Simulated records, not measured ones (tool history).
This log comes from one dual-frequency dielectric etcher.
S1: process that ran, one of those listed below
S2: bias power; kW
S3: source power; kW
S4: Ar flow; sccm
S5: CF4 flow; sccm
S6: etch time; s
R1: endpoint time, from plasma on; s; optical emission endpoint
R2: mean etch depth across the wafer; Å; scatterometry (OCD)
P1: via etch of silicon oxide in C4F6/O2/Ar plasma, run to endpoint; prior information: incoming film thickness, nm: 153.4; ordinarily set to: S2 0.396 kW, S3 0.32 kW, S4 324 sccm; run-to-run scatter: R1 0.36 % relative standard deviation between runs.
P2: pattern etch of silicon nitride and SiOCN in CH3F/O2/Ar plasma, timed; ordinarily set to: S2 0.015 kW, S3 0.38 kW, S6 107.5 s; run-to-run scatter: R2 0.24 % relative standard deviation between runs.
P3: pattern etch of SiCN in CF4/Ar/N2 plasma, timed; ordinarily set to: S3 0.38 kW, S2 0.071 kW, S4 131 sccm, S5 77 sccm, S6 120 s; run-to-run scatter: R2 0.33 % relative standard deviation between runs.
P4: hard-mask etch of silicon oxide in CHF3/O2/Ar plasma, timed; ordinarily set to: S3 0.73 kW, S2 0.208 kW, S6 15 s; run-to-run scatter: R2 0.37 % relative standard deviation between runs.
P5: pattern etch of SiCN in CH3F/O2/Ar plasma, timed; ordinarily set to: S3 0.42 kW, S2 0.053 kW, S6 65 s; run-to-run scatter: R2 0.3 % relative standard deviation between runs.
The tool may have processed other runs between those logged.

{"run": 1, "hour": 5.9, "S1": "P1", "S2": 0.396, "S3": 0.32, "S4": 324, "R1": 39.189}
{"run": 2, "hour": 10.4, "S1": "P3", "S2": 0.071, "S3": 0.38, "S4": 131, "S5": 77, "S6": 151.5, "R2": 1090.5}
{"run": 3, "hour": 15.4, "S1": "P3", "S2": 0.071, "S3": 0.38, "S4": 173, "S5": 77, "S6": 120, "R2": 831.03}
{"run": 4, "hour": 18.8, "S1": "P3", "S2": 0.071, "S3": 0.38, "S4": 131, "S5": 77, "S6": 120, "R2": 864.85}
{"run": 5, "hour": 24.6, "S1": "P1", "S2": 0.396, "S3": 0.32, "S4": 405, "R1": 40.033}
{"run": 6, "hour": 28.8, "S1": "P1", "S2": 0.396, "S3": 0.25, "S4": 261, "R1": 41.57}
{"run": 7, "hour": 32.2, "S1": "P1", "S2": 0.396, "S3": 0.32, "S4": 324, "R1": 39.055}
{"run": 8, "hour": 37.9, "S1": "P4", "S2": 0.295, "S3": 0.73, "S6": 15, "R2": 379.54}
{"run": 9, "hour": 41.2, "S1": "P4", "S2": 0.208, "S3": 0.73, "S6": 15, "R2": 336.52}
{"run": 10, "hour": 47.1, "S1": "P3", "S2": 0.071, "S3": 0.38, "S4": 131, "S5": 63, "S6": 120, "R2": 832.72}
{"run": 11, "hour": 50.0, "S1": "P1", "S2": 0.396, "S3": 0.32, "S4": 324, "R1": 39.163}
{"run": 12, "hour": 53.8, "S1": "P1", "S2": 0.548, "S3": 0.32, "S4": 324, "R1": 34.396}
{"run": 13, "hour": 57.9, "S1": "P5", "S2": 0.053, "S3": 0.42, "S6": 65, "R2": 223.5}
{"run": 14, "hour": 63.4, "S1": "P1", "S2": 0.298, "S3": 0.32, "S4": 324, "R1": 43.247}
{"run": 15, "hour": 66.5, "S1": "P1", "S2": 0.396, "S3": 0.32, "S4": 324, "R1": 39.206}
{"run": 16, "hour": 71.6, "S1": "P3", "S2": 0.071, "S3": 0.51, "S4": 131, "S5": 77, "S6": 120, "R2": 1113.2}
{"run": 17, "hour": 74.7, "S1": "P5", "S2": 0.053, "S3": 0.42, "S6": 65, "R2": 225.44}
{"run": 18, "hour": 78.7, "S1": "P5", "S2": 0.053, "S3": 0.33, "S6": 65, "R2": 205.22}
{"run": 19, "hour": 84.5, "S1": "P4", "S2": 0.208, "S3": 0.73, "S6": 15, "R2": 335.72}
{"run": 20, "hour": 89.8, "S1": "P3", "S2": 0.098, "S3": 0.38, "S4": 131, "S5": 77, "S6": 120, "R2": 969.47}
{"run": 21, "hour": 93.1, "S1": "P1", "S2": 0.396, "S3": 0.21, "S4": 324, "R1": 46.015}
{"run": 22, "hour": 97.6, "S1": "P2", "S2": 0.009, "S3": 0.38, "S6": 107.5, "R2": 97.538}
{"run": 23, "hour": 100.8, "S1": "P1", "S2": 0.396, "S3": 0.32, "S4": 324, "R1": 39.268}
{"run": 24, "hour": 105.7, "S1": "P4", "S2": 0.208, "S3": 0.73, "S6": 18.5, "R2": 414}
{"run": 25, "hour": 109.1, "S1": "P2", "S2": 0.015, "S3": 0.38, "S6": 72.5, "R2": 80.229}
{"run": 26, "hour": 113.8, "S1": "P1", "S2": 0.396, "S3": 0.2, "S4": 437, "R1": 48.128}
{"hour": 115.3, "done": "Ar flow controller replaced"}
{"run": 27, "hour": 116.7, "S1": "P1", "S2": 0.396, "S3": 0.42, "S4": 324, "R1": 35.411}
{"run": 28, "hour": 122.7, "S1": "P1", "S2": 0.396, "S3": 0.32, "S4": 324, "R1": 38.964}
{"run": 29, "hour": 127.9, "S1": "P5", "S2": 0.038, "S3": 0.42, "S6": 65, "R2": 203.2}
{"run": 30, "hour": 132.0, "S1": "P5", "S2": 0.053, "S3": 0.42, "S6": 41, "R2": 140.68}
{"run": 31, "hour": 135.4, "S1": "P2", "S2": 0.015, "S3": 0.31, "S6": 107.5, "R2": 110.24}
{"run": 32, "hour": 140.7, "S1": "P4", "S2": 0.208, "S3": 0.48, "S6": 15, "R2": 286.61}
{"run": 33, "hour": 145.9, "S1": "P2", "S2": 0.015, "S3": 0.38, "S6": 107.5, "R2": 118.68}
{"run": 34, "hour": 149.9, "S1": "P1", "S2": 0.396, "S3": 0.32, "S4": 197, "R1": 36.965}
{"run": 35, "hour": 153.1, "S1": "P1", "S2": 0.396, "S3": 0.32, "S4": 324, "R1": 39.152}
{"run": 36, "hour": 158.4, "S1": "P1", "S2": 0.396, "S3": 0.32, "S4": 324, "R1": 39.262}
{"run": 37, "hour": 161.8, "S1": "P1", "S2": 0.396, "S3": 0.32, "S4": 324, "R1": 39.388}
{"run": 38, "hour": 165.3, "S1": "P1", "S2": 0.396, "S3": 0.32, "S4": 324, "R1": 39.342}
{"run": 39, "hour": 169.5, "S1": "P1", "S2": 0.396, "S3": 0.32, "S4": 324, "R1": 39.664}
{"run": 40, "hour": 173.7, "S1": "P1", "S2": 0.396, "S3": 0.32, "S4": 324, "R1": 39.949}
{"hour": 178.6, "done": "wet clean of the chamber"}
{"run": 41, "hour": 179.6, "S1": "P1", "S2": 0.396, "S3": 0.32, "S4": 324, "R1": 39.87}
{"run": 42, "hour": 184.5, "S1": "P1", "S2": 0.396, "S3": 0.32, "S4": 324, "R1": 39.725}
{"run": 43, "hour": 188.4, "S1": "P1", "S2": 0.396, "S3": 0.32, "S4": 324, "R1": 39.851}
{"run": 44, "hour": 193.3, "S1": "P1", "S2": 0.396, "S3": 0.32, "S4": 324, "R1": 39.902}

P1 no longer gives what it gave before; its output has crept away from where it was. The following 2 causes, each at its listed size, fit the log equally well:
A: bias power that arrives under what is set, % = 4.86
B: source power that arrives under what is set, % = 4.77
The onset of the drift is placed at about hour 153.1.
What rules out each remaining cause:
chamber walls in a state that lowers the etch rate, %: its service at hour 178.6 followed the start of the drift and did not put the process back to its old value
Ar flow that arrives over what is set, %: can reach only 8, and even then R1 would move by +0.9 %, too little or the wrong way

The check runs listed below each take one wafer, and their results are still question marks. Under which run would the listed causes lead to clearly different results?
{"run": "check 1", "hour": 198.2, "S1": "P4", "S2": 0.208, "S3": 0.73, "S6": 15, "R2": "?"}
{"run": "check 2", "hour": 198.2, "S1": "P3", "S2": 0.071, "S3": 0.38, "S4": 131, "S5": 77, "S6": 120, "R2": "?"}
{"run": "check 3", "hour": 198.2, "S1": "P5", "S2": 0.053, "S3": 0.42, "S6": 65, "R2": "?"}
{"run": "check 4", "hour": 198.2, "S1": "P2", "S2": 0.015, "S3": 0.38, "S6": 107.5, "R2": "?"}

How each check would come out, cause by cause:
check=check_1 result=R2 if_A=330.93 if_B=330.38
check=check_2 result=R2 if_A=848 if_B=827.16
check=check_3 result=R2 if_A=220.99 if_B=220.42
check=check_4 result=R2 if_A=116.28 if_B=116.59
Per-check spread between the two closest causes, in the result where they differ most: check 1 0.17 %; check 2 2.49 %; check 3 0.26 %; check 4 0.26 %
Only in check 2 would the causes give clearly different results; in the remaining checks their results would be nearly the same.

Running check 2 produced the following: R2 850.45 Å. Which one of the listed causes fits?

Of the candidate causes, it is A: bias power that arrives under what is set, %.
